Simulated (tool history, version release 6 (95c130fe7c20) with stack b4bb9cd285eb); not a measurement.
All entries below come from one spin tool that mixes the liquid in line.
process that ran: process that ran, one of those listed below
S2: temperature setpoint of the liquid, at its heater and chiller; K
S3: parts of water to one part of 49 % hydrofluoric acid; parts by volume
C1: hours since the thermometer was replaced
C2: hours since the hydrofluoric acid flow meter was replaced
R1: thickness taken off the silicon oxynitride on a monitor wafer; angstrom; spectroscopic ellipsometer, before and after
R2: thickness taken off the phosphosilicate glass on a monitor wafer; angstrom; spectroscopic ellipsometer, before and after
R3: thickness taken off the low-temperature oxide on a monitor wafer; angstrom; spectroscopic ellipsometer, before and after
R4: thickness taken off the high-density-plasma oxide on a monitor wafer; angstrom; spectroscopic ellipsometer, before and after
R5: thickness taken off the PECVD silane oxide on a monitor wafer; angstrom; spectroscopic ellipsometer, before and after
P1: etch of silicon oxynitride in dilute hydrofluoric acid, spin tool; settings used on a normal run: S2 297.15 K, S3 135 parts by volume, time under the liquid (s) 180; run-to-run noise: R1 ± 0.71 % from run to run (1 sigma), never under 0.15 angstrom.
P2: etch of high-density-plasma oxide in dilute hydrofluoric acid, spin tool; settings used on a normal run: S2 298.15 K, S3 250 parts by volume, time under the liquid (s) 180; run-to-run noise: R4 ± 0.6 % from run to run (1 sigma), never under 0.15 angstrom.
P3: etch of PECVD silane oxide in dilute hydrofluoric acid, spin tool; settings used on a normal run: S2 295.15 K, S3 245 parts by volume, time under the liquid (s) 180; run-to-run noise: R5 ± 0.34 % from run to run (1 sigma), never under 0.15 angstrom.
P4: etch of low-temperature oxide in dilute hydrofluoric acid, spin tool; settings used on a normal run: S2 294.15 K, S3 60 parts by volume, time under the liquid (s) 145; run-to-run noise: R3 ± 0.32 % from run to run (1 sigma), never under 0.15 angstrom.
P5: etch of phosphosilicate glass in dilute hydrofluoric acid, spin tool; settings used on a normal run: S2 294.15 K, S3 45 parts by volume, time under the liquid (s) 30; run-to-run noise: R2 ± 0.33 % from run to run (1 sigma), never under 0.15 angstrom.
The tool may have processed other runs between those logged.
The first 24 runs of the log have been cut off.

{"run": 25, "hour": 278.8, "process that ran": "P3", "S2": 295.15, "S3": 245, "time under the liquid (s)": 50, "C1": 622.1, "C2": 231.8, "R5": 47.328}
{"run": 26, "hour": 291.1, "process that ran": "P1", "S2": 290.15, "S3": 135, "time under the liquid (s)": 180, "C1": 634.4, "C2": 244.1, "R1": 20.997}
{"run": 27, "hour": 300.4, "process that ran": "P1", "S2": 297.15, "S3": 30, "time under the liquid (s)": 180, "C1": 643.7, "C2": 253.4, "R1": 143.05}
{"run": 28, "hour": 308.5, "process that ran": "P1", "S2": 297.15, "S3": 135, "time under the liquid (s)": 40, "C1": 651.8, "C2": 261.5, "R1": 6.3695}
{"run": 29, "hour": 314.8, "process that ran": "P2", "S2": 298.15, "S3": 250, "time under the liquid (s)": 55, "C1": 658.1, "C2": 267.8, "R4": 10.616}
{"run": 30, "hour": 325.1, "process that ran": "P1", "S2": 297.15, "S3": 135, "time under the liquid (s)": 180, "C1": 668.4, "C2": 278.1, "R1": 29.304}
{"run": 31, "hour": 335.0, "process that ran": "P1", "S2": 297.15, "S3": 135, "time under the liquid (s)": 180, "C1": 678.3, "C2": 288.0, "R1": 28.234}
{"run": 32, "hour": 346.5, "process that ran": "P1", "S2": 297.15, "S3": 135, "time under the liquid (s)": 180, "C1": 689.8, "C2": 299.5, "R1": 27.232}

Run 33 is up next; what results do you expect?
{"run": 33, "hour": 353.3, "process that ran": "P1", "S2": 297.15, "S3": 135, "time under the liquid (s)": 180, "C1": 696.6, "C2": 306.3, "R1": "?"}

Run 33 yielded R1 26.7130 angstrom.
